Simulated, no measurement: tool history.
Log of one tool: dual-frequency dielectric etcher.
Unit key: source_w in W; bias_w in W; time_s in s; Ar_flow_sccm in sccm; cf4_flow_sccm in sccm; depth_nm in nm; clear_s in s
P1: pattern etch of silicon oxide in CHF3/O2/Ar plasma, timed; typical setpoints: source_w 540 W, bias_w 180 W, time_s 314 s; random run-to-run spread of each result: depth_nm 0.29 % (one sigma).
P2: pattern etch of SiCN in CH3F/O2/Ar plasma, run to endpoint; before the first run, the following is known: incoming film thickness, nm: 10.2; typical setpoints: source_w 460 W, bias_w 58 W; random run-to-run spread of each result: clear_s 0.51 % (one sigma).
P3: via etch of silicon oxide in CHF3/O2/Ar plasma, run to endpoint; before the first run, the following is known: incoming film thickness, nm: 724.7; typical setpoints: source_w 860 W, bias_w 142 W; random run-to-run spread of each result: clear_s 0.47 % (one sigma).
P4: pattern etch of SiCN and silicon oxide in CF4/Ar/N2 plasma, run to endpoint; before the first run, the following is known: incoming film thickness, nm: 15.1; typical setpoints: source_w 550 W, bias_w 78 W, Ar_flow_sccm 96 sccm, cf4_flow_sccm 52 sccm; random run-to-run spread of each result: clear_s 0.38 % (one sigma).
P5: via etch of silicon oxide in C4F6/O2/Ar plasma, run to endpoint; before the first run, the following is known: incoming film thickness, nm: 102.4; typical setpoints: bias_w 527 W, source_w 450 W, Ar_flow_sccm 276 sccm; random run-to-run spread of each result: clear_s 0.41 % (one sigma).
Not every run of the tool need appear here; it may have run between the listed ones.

Run 1, day 0.162: process P1, source_w 540 W, bias_w 180 W, time_s 314 s. Result: depth_nm 599.90 nm.
Run 2, day 0.292: process P2, source_w 460 W, bias_w 58 W. Result: clear_s 27.350 s.
Run 3, day 0.404: process P4, source_w 550 W, bias_w 98 W, Ar_flow_sccm 96 sccm, cf4_flow_sccm 52 sccm. Result: clear_s 13.413 s.
Run 4, day 0.517: process P4, source_w 550 W, bias_w 78 W, Ar_flow_sccm 96 sccm, cf4_flow_sccm 52 sccm. Result: clear_s 14.556 s.
Run 5, day 0.612: process P1, source_w 540 W, bias_w 180 W, time_s 314 s. Result: depth_nm 596.87 nm.
Run 6, day 0.800: process P5, source_w 450 W, bias_w 527 W, Ar_flow_sccm 276 sccm. Result: clear_s 21.012 s.
Run 7, day 0.992: process P4, source_w 550 W, bias_w 78 W, Ar_flow_sccm 96 sccm, cf4_flow_sccm 52 sccm. Result: clear_s 14.523 s.
Run 8, day 1.133: process P1, source_w 320 W, bias_w 180 W, time_s 314 s. Result: depth_nm 490.80 nm.
Run 9, day 1.258: process P2, source_w 460 W, bias_w 58 W. Result: clear_s 27.553 s.
Run 10, day 1.425: process P2, source_w 460 W, bias_w 47 W. Result: clear_s 29.425 s.
At day 1.596: bias power generator calibrated.
Run 11, day 1.604: process P5, source_w 450 W, bias_w 527 W, Ar_flow_sccm 185 sccm. Result: clear_s 20.021 s.
Run 12, day 1.796: process P1, source_w 540 W, bias_w 180 W, time_s 314 s. Result: depth_nm 600.73 nm.
Run 13, day 1.942: process P5, source_w 450 W, bias_w 661 W, Ar_flow_sccm 276 sccm. Result: clear_s 19.222 s.
Run 14, day 2.079: process P1, source_w 540 W, bias_w 180 W, time_s 314 s. Result: depth_nm 600.10 nm.
At day 2.100: source power generator calibrated.
Run 15, day 2.217: process P3, source_w 860 W, bias_w 142 W. Result: clear_s 340.310 s.
Run 16, day 2.308: process P1, source_w 670 W, bias_w 238 W, time_s 314 s. Result: depth_nm 712.74 nm.
Run 17, day 2.517: process P3, source_w 610 W, bias_w 142 W. Result: clear_s 387.380 s.
Run 18, day 2.679: process P5, source_w 570 W, bias_w 527 W, Ar_flow_sccm 276 sccm. Result: clear_s 19.120 s.
Run 19, day 2.796: process P1, source_w 540 W, bias_w 180 W, time_s 314 s. Result: depth_nm 596.02 nm.
Run 20, day 2.917: process P4, source_w 780 W, bias_w 78 W, Ar_flow_sccm 96 sccm, cf4_flow_sccm 52 sccm. Result: clear_s 10.684 s.
Run 21, day 3.108: process P3, source_w 860 W, bias_w 92 W. Result: clear_s 387.760 s.

Run 22 has not been measured yet. What should we expect?
Run 22, day 3.317: process P4, source_w 550 W, bias_w 78 W, Ar_flow_sccm 78 sccm, cf4_flow_sccm 52 sccm. Result: clear_s ?.

clear_s: 14.111 s
